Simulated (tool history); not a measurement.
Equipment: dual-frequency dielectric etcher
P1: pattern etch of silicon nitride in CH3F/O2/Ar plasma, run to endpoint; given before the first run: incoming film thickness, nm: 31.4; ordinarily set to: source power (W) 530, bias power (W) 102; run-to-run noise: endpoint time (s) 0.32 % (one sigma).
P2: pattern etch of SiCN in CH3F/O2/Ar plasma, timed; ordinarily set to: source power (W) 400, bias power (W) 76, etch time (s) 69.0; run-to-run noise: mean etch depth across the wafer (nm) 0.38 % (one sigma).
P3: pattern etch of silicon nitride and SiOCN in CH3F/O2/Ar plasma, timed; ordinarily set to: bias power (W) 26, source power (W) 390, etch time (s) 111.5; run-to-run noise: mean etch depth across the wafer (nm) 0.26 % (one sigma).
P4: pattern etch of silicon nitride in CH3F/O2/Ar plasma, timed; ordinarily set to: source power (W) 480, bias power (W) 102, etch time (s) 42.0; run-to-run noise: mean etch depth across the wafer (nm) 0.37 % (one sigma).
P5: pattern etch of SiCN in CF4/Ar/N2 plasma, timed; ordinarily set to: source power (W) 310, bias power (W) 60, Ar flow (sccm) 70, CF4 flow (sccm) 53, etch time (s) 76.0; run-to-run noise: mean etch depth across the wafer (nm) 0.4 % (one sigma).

| run | hour | process that ran | source power (W) | bias power (W) | Ar flow (sccm) | CF4 flow (sccm) | etch time (s) | endpoint time (s) | mean etch depth across the wafer (nm) |
|---|---|---|---|---|---|---|---|---|---|
| 1 | 17.5 | P1 | 530 | 102 |  |  |  | 35.572 |  |
| 2 | 26.7 | P5 | 310 | 38 | 70 | 53 | 76.0 |  | 38.794 |
| 3 | 39.7 | P1 | 390 | 102 |  |  |  | 39.936 |  |
| 4 | 50.4 | P2 | 500 | 76 |  |  | 69.0 |  | 28.142 |
| 5 | 67.4 | P3 | 390 | 26 |  |  | 111.5 |  | 15.603 |
| 6 | 86.8 | P1 | 530 | 74 |  |  |  | 40.150 |  |
| 7 | 102.7 | P1 | 680 | 102 |  |  |  | 32.577 |  |
| 8 | 118.8 | P5 | 310 | 60 | 70 | 53 | 96.5 |  | 57.159 |
| 9 | 130.8 | P4 | 480 | 102 |  |  | 55.0 |  | 47.359 |
| 10 | 149.2 | P1 | 410 | 66 |  |  |  | 45.886 |  |
|  | 155.8 | wet clean of the chamber |
| 11 | 161.7 | P3 | 390 | 18 |  |  | 111.5 |  | 13.194 |
| 12 | 172.7 | P4 | 390 | 102 |  |  | 42.0 |  | 33.283 |
| 13 | 182.0 | P5 | 380 | 60 | 70 | 53 | 76.0 |  | 53.826 |
| 14 | 196.6 | P5 | 310 | 60 | 70 | 53 | 76.0 |  | 45.287 |
| 15 | 205.8 | P3 | 310 | 26 |  |  | 111.5 |  | 14.351 |
| 16 | 218.9 | P1 | 620 | 131 |  |  |  | 30.692 |  |
| 17 | 234.1 | P2 | 400 | 76 |  |  | 87.5 |  | 32.832 |
| 18 | 250.5 | P1 | 530 | 102 |  |  |  | 35.977 |  |
| 19 | 261.0 | P5 | 310 | 60 | 43 | 53 | 76.0 |  | 47.987 |
| 20 | 279.1 | P2 | 400 | 105 |  |  | 69.0 |  | 29.193 |
| 21 | 298.3 | P1 | 710 | 124 |  |  |  | 30.078 |  |
| 22 | 308.4 | P5 | 310 | 60 | 70 | 53 | 76.0 |  | 44.691 |
| 23 | 319.7 | P1 | 530 | 102 |  |  |  | 35.794 |  |
| 24 | 329.9 | P4 | 480 | 102 |  |  | 42.0 |  | 36.610 |
| 25 | 343.1 | P5 | 310 | 60 | 70 | 71 | 76.0 |  | 46.851 |
| 26 | 355.5 | P1 | 530 | 102 |  |  |  | 35.642 |  |
| 27 | 365.2 | P1 | 530 | 102 |  |  |  | 35.811 |  |
| 28 | 378.5 | P3 | 390 | 26 |  |  | 111.5 |  | 15.585 |
| 29 | 397.0 | P1 | 530 | 127 |  |  |  | 33.058 |  |
| 30 | 412.0 | P1 | 530 | 102 |  |  |  | 35.851 |  |
| 31 | 430.9 | P4 | 480 | 62 |  |  | 42.0 |  | 30.313 |
| 32 | 440.5 | P3 | 390 | 26 |  |  | 141.0 |  | 19.612 |
| 33 | 451.3 | P2 | 400 | 76 |  |  | 69.0 |  | 25.836 |
| 34 | 466.2 | P1 | 530 | 102 |  |  |  | 35.881 |  |
| 35 | 476.2 | P1 | 530 | 102 |  |  |  | 35.992 |  |
| 36 | 492.5 | P1 | 530 | 102 |  |  |  | 35.646 |  |
| 37 | 507.5 | P1 | 530 | 102 |  |  |  | 35.330 |  |
| 38 | 519.2 | P1 | 530 | 102 |  |  |  | 35.173 |  |
|  | 530.3 | wet clean of the chamber |
| 39 | 538.3 | P1 | 530 | 102 |  |  |  | 35.094 |  |
| 40 | 547.0 | P1 | 530 | 102 |  |  |  | 35.279 |  |
| 41 | 560.4 | P1 | 530 | 102 |  |  |  | 35.291 |  |
| 42 | 572.7 | P1 | 530 | 102 |  |  |  | 35.215 |  |

P1 has crept away from where it was. The log is fitted equally well by each of these 2 causes, at the sizes shown:
A: source power that arrives over what is set, % = 4.38
B: bias power that arrives over what is set, % = 4.51
The drift started at roughly hour 476.2.
Why every other cause is out:
chamber walls in a state that raises the etch rate, %: serviced at hour 530.3, after the drift had started, without restoring the earlier output

Consider the 4 check runs below, whose results appear as question marks and each of which averages 2 wafers. Which one distinguishes the causes, in that each cause would give it a clearly different result?
| check 1 | 585.0 | P2 | 400 | 96 |  |  | 69.0 |  | ? |
| check 2 | 585.0 | P5 | 310 | 40 | 70 | 71 | 76.0 |  | ? |
| check 3 | 585.0 | P4 | 480 | 64 |  |  | 49.5 |  | ? |
| check 4 | 585.0 | P3 | 390 | 18 |  |  | 111.5 |  | ? |

If the cause were each of the candidates in turn, the checks would give the following:
| check | result | if A | if B |
|---|---|---|---|
| check 1 | mean etch depth across the wafer (nm) | 28.558 | 28.578 |
| check 2 | mean etch depth across the wafer (nm) | 42.914 | 41.836 |
| check 3 | mean etch depth across the wafer (nm) | 36.964 | 36.893 |
| check 4 | mean etch depth across the wafer (nm) | 13.425 | 13.475 |
Separation of the two closest causes in each check, using whichever result separates them best: check 1 0.07 %; check 2 2.54 %; check 3 0.19 %; check 4 0.38 %
Check 2 tells the causes apart: in the others they would give nearly the same result.

Running check 2 produced the following: mean etch depth across the wafer (nm) 43.058. Which one of the listed causes fits?

The cause is A: source power that arrives over what is set, %.
